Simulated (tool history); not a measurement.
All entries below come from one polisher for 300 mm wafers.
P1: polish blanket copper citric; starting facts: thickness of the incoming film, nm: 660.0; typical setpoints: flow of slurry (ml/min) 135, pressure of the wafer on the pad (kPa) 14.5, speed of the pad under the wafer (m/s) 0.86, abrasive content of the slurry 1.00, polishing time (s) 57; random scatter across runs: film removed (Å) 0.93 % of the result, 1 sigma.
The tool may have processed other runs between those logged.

run,hour,flow of slurry (ml/min),pressure of the wafer on the pad (kPa),speed of the pad under the wafer (m/s),abrasive content of the slurry,polishing time (s),wafers polished on this pad,hours since the slurry nozzle was cleaned,hours since the head pressure was calibrated,hours since the slurry blender was calibrated,film removed (Å)
1,7.6,135,14.5,0.86,1.00,57,362,203.7,583.6,97.7,851.10
2,22.6,135,9.0,0.86,1.00,57,466,218.7,598.6,112.7,543.14
3,29.5,165,14.5,0.86,1.30,57,514,225.6,605.5,119.6,934.97
# hour 33.0: slurry nozzle cleaned
4,45.1,135,14.5,0.86,1.50,57,622,12.2,621.1,135.2,942.94
5,59.0,135,14.5,0.38,1.00,57,718,26.1,635.0,149.1,394.26
6,68.9,135,18.6,0.86,1.00,57,787,36.0,644.9,159.0,1074.90
7,84.2,135,14.5,0.86,1.00,57,893,51.3,660.2,174.3,844.29
8,91.8,135,14.5,0.86,1.00,57,946,58.9,667.8,181.9,848.01
9,98.7,95,14.5,0.86,1.00,57,993,65.8,674.7,188.8,792.40
10,113.0,135,14.5,0.86,0.55,57,1093,80.1,689.0,203.1,747.33
11,125.9,135,14.5,0.86,1.00,57,1182,93.0,701.9,216.0,852.20
12,141.5,135,14.5,1.28,1.00,57,1290,108.6,717.5,231.6,1241.20
13,149.4,205,14.5,0.86,1.00,57,1345,116.5,725.4,239.5,912.67
14,161.0,135,14.5,0.86,1.00,36,1425,128.1,737.0,251.1,539.40
15,169.2,135,14.5,0.86,1.00,88,1482,136.3,745.2,259.3,1313.00
16,176.9,135,14.5,0.86,1.30,35,1535,144.0,752.9,267.0,556.56
17,185.9,135,14.5,0.86,1.00,57,1598,153.0,761.9,276.0,851.02
18,196.5,135,14.5,0.86,1.00,57,1671,163.6,772.5,286.6,826.55
19,204.7,135,14.5,0.86,1.00,57,1728,171.8,780.7,294.8,814.68
20,214.8,135,14.5,0.86,1.00,57,1798,181.9,790.8,304.9,797.02
21,229.9,135,14.5,0.86,1.00,57,1903,197.0,805.9,320.0,771.49
22,238.1,135,14.5,0.86,1.00,57,1960,205.2,814.1,328.2,783.80

Run 23, settings as shown, results not yet in. Your forecast:
23,250.9,135,14.5,0.86,1.00,57,2048,218.0,826.9,341.0,?

film removed (Å): 760.19

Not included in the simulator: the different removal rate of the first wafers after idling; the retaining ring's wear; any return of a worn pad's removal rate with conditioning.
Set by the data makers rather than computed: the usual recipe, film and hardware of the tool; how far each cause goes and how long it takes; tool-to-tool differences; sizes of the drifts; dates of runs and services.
